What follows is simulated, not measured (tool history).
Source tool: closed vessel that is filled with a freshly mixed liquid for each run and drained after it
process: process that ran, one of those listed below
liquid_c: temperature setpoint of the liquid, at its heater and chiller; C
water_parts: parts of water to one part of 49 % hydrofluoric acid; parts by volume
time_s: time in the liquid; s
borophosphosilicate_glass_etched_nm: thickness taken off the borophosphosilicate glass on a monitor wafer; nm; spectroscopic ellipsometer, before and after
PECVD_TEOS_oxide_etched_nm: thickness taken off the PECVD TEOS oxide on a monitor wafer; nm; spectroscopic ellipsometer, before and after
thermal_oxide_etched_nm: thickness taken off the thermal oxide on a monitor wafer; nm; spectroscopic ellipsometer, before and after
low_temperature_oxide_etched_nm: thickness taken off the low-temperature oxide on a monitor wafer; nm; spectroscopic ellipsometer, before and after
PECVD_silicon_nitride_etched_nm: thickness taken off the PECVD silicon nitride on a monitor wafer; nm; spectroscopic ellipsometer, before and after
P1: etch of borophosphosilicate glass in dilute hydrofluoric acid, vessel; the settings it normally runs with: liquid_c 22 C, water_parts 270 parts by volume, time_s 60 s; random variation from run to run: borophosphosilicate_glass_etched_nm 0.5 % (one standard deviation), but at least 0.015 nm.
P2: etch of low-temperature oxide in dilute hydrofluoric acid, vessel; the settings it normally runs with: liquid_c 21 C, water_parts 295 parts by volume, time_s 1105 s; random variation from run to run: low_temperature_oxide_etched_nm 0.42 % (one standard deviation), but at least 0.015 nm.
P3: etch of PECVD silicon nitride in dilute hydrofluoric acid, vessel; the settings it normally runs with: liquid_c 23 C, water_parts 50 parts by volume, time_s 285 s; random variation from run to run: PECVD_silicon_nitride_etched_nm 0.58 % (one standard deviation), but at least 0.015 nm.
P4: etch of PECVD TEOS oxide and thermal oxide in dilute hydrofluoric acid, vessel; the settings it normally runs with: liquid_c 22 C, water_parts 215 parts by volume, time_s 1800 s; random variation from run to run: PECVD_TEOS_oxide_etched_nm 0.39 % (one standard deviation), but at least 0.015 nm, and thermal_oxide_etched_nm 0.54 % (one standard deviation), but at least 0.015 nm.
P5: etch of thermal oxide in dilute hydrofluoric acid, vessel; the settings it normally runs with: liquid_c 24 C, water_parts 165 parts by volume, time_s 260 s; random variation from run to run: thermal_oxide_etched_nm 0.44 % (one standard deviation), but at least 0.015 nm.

run	hour	process	liquid_c	water_parts	time_s	borophosphosilicate_glass_etched_nm	PECVD_TEOS_oxide_etched_nm	thermal_oxide_etched_nm	low_temperature_oxide_etched_nm	PECVD_silicon_nitride_etched_nm
1	7.3	P1	22	270	60	11.745				
2	18.3	P1	22	270	60	11.632				
3	30.9	P4	22	215	1800		57.394	31.898		
4	42	P2	21	295	1105				41.47	
5	52.9	P1	22	270	60	11.664				
6	61.9	P1	17	390	60	6.1673				
7	72.4	P1	22	270	60	11.803				
8	79.3	P1	22	445	60	5.9924				
9	89.1	P3	23	50	285					18.543
10	101.3	P4	22	215	3615		116.35	64.637		
11	108.8	P1	22	270	60	11.756				
12	115.3	P1	22	270	95	18.543				
13	126.5	P4	22	60	1800		244.85	136.86		
14	137.5	P2	21	535	1105				18.887	
15	149.9	P5	24	50	260			26.268		
16	157.6	P1	17.5	270	60	9.9576				
17	166.2	P3	18	50	285					13.289
18	174.8	P1	28.5	270	60	14.627				
19	182.9	P2	21	295	455				17.151	
20	194	P1	22	270	60	11.706				
21	201.1	P1	26.5	270	110	25.265				
22	211.6	P3	23	50	285					18.663
23	220.9	P1	22	270	30	5.8219				
24	232.4	P1	22	45	60	90.014				
25	244.4	P5	24	165	260			7.0529		
26	255.4	P1	22	450	115	11.366				
27	267.3	P5	24	165	260			6.9776		
28	273.1	P3	23	50	85					5.5765
29	285.5	P5	24	165	440			11.757		
30	293.9	P5	29	165	260			8.3809		
31	300.6	P3	23	20	285					45.331
32	310.4	P2	17	295	1105				35.966	
33	320.6	P4	17	215	1800		47.615	26.478		
34	331.4	P1	22	270	60	11.589				
35	343.6	P1	22	270	60	12.081				
36	352.9	P1	22	270	60	12.268				
37	362.1	P1	22	270	60	12.331				
38	370.7	P1	22	270	60	12.313				
39	381.8	P1	22	270	60	12.394				
40	391.1	P1	22	270	60	12.402				
41	402.6	P1	22	270	60	12.504				
42	408.2	P1	22	270	60	12.594				
43	415	P1	22	270	60	12.535				

Something has made what P1 gives creep away from where it was; the 2 causes below, each at its own stated size, fit the log equally well:
A: hydrofluoric acid flow above the setpoint (%) = 5.52
B: liquid hotter than its thermometer reads (K) = 1.88
Creep in the process output first set in at about hour 331.4.

Below are 4 check runs, each on a single wafer, with their results shown as question marks. Which of them would tell the listed causes apart, meaning the causes would give clearly different results under it?
check 1	421.8	P4	22	215	1800		?	?		
check 2	421.8	P2	21	295	1105				?	
check 3	421.8	P5	24	165	260			?		
check 4	421.8	P3	23	50	285					?

Check results expected under each cause:
check	result	if A	if B
check 1	PECVD_TEOS_oxide_etched_nm	61.419	61.693
check 1	thermal_oxide_etched_nm	34.129	34.281
check 2	low_temperature_oxide_etched_nm	44.633	44.598
check 3	thermal_oxide_etched_nm	7.435	7.4872
check 4	PECVD_silicon_nitride_etched_nm	19.619	21.132
How far apart the two closest causes lie, in the result that separates them most: check 1 0.45 %; check 2 0.08 %; check 3 0.7 %; check 4 7.43 %
Check 4 tells the causes apart: in the others they would give nearly the same result.

Here is what check 4 returned: PECVD_silicon_nitride_etched_nm 21.236 nm. Which cause is it?

It is B: liquid hotter than its thermometer reads (K).
